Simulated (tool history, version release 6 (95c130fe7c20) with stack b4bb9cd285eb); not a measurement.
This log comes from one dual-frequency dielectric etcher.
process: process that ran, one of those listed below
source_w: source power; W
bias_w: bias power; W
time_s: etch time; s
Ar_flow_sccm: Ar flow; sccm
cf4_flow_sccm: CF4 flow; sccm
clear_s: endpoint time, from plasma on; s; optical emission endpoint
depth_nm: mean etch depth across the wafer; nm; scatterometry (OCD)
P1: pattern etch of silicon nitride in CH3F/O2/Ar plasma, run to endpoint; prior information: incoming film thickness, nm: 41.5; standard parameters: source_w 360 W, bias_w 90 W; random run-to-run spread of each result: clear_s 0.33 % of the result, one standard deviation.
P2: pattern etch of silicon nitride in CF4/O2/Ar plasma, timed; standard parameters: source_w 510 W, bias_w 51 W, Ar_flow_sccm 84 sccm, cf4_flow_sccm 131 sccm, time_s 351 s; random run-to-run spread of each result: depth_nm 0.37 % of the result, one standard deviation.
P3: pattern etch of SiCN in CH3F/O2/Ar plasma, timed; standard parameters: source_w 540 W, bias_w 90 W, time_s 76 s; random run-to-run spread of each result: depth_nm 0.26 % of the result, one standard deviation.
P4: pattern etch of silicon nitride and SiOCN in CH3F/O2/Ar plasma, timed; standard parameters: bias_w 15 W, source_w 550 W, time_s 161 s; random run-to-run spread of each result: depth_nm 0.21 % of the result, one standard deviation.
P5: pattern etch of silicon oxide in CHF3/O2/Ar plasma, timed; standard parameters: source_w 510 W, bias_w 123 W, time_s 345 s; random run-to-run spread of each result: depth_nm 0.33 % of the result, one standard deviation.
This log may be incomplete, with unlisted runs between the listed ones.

run 1 hour=6 | process=P1 source_w=360 bias_w=90 | clear_s=57.919
run 2 hour=10.6 | process=P4 source_w=550 bias_w=15 time_s=161 | depth_nm=20.844
run 3 hour=18.7 | process=P5 source_w=510 bias_w=123 time_s=345 | depth_nm=573.49
run 4 hour=25 | process=P1 source_w=490 bias_w=75 | clear_s=55.043
run 5 hour=29.7 | process=P2 source_w=610 bias_w=51 time_s=351 Ar_flow_sccm=84 cf4_flow_sccm=131 | depth_nm=827.82
run 6 hour=34.3 | process=P2 source_w=510 bias_w=51 time_s=351 Ar_flow_sccm=84 cf4_flow_sccm=131 | depth_nm=703.98
run 7 hour=38.7 | process=P3 source_w=540 bias_w=90 time_s=76 | depth_nm=35.211
run 8 hour=47.4 | process=P4 source_w=550 bias_w=21 time_s=161 | depth_nm=24.002
run 9 hour=55.3 | process=P4 source_w=360 bias_w=15 time_s=161 | depth_nm=17.951
run 10 hour=61.3 | process=P1 source_w=360 bias_w=118 | clear_s=52.47
run 11 hour=70.3 | process=P4 source_w=550 bias_w=15 time_s=161 | depth_nm=20.813
run 12 hour=75.2 | process=P1 source_w=360 bias_w=90 | clear_s=57.676
run 13 hour=80.8 | process=P2 source_w=510 bias_w=51 time_s=351 Ar_flow_sccm=84 cf4_flow_sccm=131 | depth_nm=699.85
run 14 hour=85.7 | process=P1 source_w=280 bias_w=90 | clear_s=63.726
run 15 hour=90.9 | process=P3 source_w=310 bias_w=90 time_s=76 | depth_nm=28.585
run 16 hour=96.6 | process=P1 source_w=360 bias_w=53 | clear_s=69.646
run 17 hour=104.2 | process=P1 source_w=360 bias_w=90 | clear_s=57.808
run 18 hour=109.6 | process=P3 source_w=540 bias_w=90 time_s=59 | depth_nm=27.356
run 19 hour=116 | process=P2 source_w=510 bias_w=51 time_s=351 Ar_flow_sccm=100 cf4_flow_sccm=131 | depth_nm=688.36
run 20 hour=124.8 | process=P1 source_w=360 bias_w=90 | clear_s=57.844
run 21 hour=129.1 | process=P5 source_w=510 bias_w=169 time_s=345 | depth_nm=638.01
run 22 hour=133.1 | process=P1 source_w=360 bias_w=90 | clear_s=57.879
run 23 hour=138.2 | process=P1 source_w=300 bias_w=120 | clear_s=55.859
run 24 hour=146.8 | process=P5 source_w=510 bias_w=123 time_s=345 | depth_nm=573.24
run 25 hour=151.8 | process=P1 source_w=480 bias_w=90 | clear_s=52.158
run 26 hour=158.2 | process=P5 source_w=730 bias_w=123 time_s=345 | depth_nm=658.71
run 27 hour=163.1 | process=P3 source_w=540 bias_w=56 time_s=76 | depth_nm=29.781
run 28 hour=168 | process=P2 source_w=510 bias_w=51 time_s=209.5 Ar_flow_sccm=84 cf4_flow_sccm=131 | depth_nm=420.24
run 29 hour=175.8 | process=P3 source_w=540 bias_w=90 time_s=76 | depth_nm=35.018
run 30 hour=180 | process=P4 source_w=550 bias_w=15 time_s=238 | depth_nm=30.854
run 31 hour=186.8 | process=P5 source_w=510 bias_w=123 time_s=419.5 | depth_nm=697.56
run 32 hour=192.7 | process=P2 source_w=510 bias_w=51 time_s=351 Ar_flow_sccm=84 cf4_flow_sccm=166 | depth_nm=722.32
run 33 hour=197.7 | process=P2 source_w=510 bias_w=61 time_s=351 Ar_flow_sccm=84 cf4_flow_sccm=131 | depth_nm=751.94
run 34 hour=205.5 | process=P1 source_w=360 bias_w=90 | clear_s=58.171
run 35 hour=214.4 | process=P1 source_w=360 bias_w=90 | clear_s=58.531
run 36 hour=221.5 | process=P1 source_w=360 bias_w=90 | clear_s=58.566
run 37 hour=228.7 | process=P1 source_w=360 bias_w=90 | clear_s=58.933
-- hour=229.4 wet clean of the chamber
run 38 hour=235.8 | process=P1 source_w=360 bias_w=90 | clear_s=58.961
run 39 hour=240.7 | process=P1 source_w=360 bias_w=90 | clear_s=58.902
run 40 hour=248.9 | process=P1 source_w=360 bias_w=90 | clear_s=58.753
run 41 hour=257 | process=P1 source_w=360 bias_w=90 | clear_s=59.064

P1 has crept away from where it was. The log is fitted equally well by each of these 2 causes, at the sizes shown:
A: source power that arrives under what is set, % = 4.3
B: bias power that arrives under what is set, % = 4.45
The creep began at about hour 205.5.
Each remaining cause and why it is not a fit:
chamber walls in a state that lowers the etch rate, %: was serviced at hour 229.4, once the creep was under way, yet the earlier output never came back

Each of the check runs listed below is run on 2 wafers and reports their average, with the results left as question marks. Pick the one under which the possible causes would lead to clearly different results.
run check 1 hour=265.1 | process=P2 source_w=510 bias_w=51 time_s=239 Ar_flow_sccm=84 cf4_flow_sccm=131 | depth_nm=?
run check 2 hour=265.1 | process=P4 source_w=390 bias_w=15 time_s=228.5 | depth_nm=?
run check 3 hour=265.1 | process=P5 source_w=700 bias_w=152 time_s=345 | depth_nm=?
run check 4 hour=265.1 | process=P3 source_w=540 bias_w=63 time_s=76 | depth_nm=?

Outcome of each check run for each possible cause:
check=check_1 result=depth_nm if_A=460.54 if_B=470.96
check=check_2 result=depth_nm if_A=25.771 if_B=25.705
check=check_3 result=depth_nm if_A=681.41 if_B=683.12
check=check_4 result=depth_nm if_A=30.467 if_B=30.518
How far apart the two closest causes lie, in the result that separates them most: check 1 2.24 %; check 2 0.26 %; check 3 0.25 %; check 4 0.17 %
Check 1 is the one run that separates the causes; every other check would come out nearly the same whichever cause is at work.

Check 1 has now been run. It gave: depth_nm 470.81 nm. Which of the candidate causes is it?

It is B: bias power that arrives under what is set, %.
